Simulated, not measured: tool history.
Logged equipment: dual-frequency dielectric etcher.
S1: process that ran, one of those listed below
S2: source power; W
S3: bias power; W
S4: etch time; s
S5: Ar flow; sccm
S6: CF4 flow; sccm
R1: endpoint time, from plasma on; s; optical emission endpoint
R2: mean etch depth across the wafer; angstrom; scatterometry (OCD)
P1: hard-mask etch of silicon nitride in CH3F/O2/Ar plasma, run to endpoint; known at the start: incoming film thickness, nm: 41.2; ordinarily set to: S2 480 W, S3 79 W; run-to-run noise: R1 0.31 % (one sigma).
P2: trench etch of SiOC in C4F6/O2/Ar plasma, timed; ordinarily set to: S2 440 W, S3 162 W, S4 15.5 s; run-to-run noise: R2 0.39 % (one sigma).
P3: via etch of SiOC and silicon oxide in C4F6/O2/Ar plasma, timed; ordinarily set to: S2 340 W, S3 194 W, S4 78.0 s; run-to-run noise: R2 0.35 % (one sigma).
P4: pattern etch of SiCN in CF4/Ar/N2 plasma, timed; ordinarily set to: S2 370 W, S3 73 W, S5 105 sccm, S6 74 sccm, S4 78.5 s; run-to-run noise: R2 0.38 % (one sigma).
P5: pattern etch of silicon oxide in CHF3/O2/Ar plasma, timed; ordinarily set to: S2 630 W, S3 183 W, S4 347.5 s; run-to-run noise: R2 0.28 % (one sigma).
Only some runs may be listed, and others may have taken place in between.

run,hour,S1,S2,S3,S4,S5,S6,R1,R2
1,9.2,P1,480,79,,,,54.153,
2,16.0,P1,480,48,,,,63.307,
3,23.4,P2,440,162,15.5,,,,326.15
4,27.8,P4,370,73,78.5,80,74,,586.10
5,36.7,P1,320,105,,,,57.077,
6,44.8,P3,250,194,78.0,,,,742.25
7,49.2,P4,240,73,78.5,105,74,,385.93
8,54.0,P4,370,73,78.5,105,74,,564.87
9,59.0,P5,630,183,347.5,,,,6808.90
10,67.0,P5,630,121,347.5,,,,5976.20
11,72.1,P1,480,79,,,,53.878,
12,79.5,P5,630,183,347.5,,,,6797.80
13,83.8,P2,330,162,15.5,,,,294.65
14,92.7,P1,580,49,,,,58.887,
15,100.2,P3,340,259,78.0,,,,912.64
16,105.5,P4,370,73,78.5,105,100,,590.68
# hour 108.9: bias power generator calibrated
17,109.6,P1,480,110,,,,48.097,
# hour 115.0: source power generator calibrated
18,115.4,P2,440,124,15.5,,,,301.85
19,123.0,P1,480,79,,,,53.668,
20,131.4,P4,370,73,55.5,105,74,,403.37
# hour 132.9: wet clean of the chamber
21,139.1,P2,440,162,15.5,,,,327.12
22,148.4,P5,630,183,191.0,,,,3733.20
23,154.4,P2,440,162,11.0,,,,231.46
24,161.0,P1,480,79,,,,54.171,
25,168.2,P3,340,194,56.5,,,,600.30
26,173.3,P1,600,79,,,,49.608,
27,181.7,P1,320,49,,,,73.718,
28,190.6,P3,340,194,78.0,,,,831.70
29,198.4,P4,370,44,78.5,105,74,,475.22
30,203.9,P5,840,183,347.5,,,,7602.30
31,208.9,P1,280,79,,,,66.208,
32,213.0,P1,480,79,,,,54.361,
33,220.9,P1,480,79,,,,54.444,
34,226.1,P1,480,79,,,,54.387,
35,231.9,P1,480,79,,,,54.283,
36,236.6,P1,480,79,,,,54.692,
# hour 240.8: wet clean of the chamber
37,244.0,P1,480,79,,,,55.104,
38,252.0,P1,480,79,,,,54.916,
39,261.1,P1,480,79,,,,54.711,

What will run 40 give?
40,266.0,P1,480,79,,,,?,

R1: 54.848 s

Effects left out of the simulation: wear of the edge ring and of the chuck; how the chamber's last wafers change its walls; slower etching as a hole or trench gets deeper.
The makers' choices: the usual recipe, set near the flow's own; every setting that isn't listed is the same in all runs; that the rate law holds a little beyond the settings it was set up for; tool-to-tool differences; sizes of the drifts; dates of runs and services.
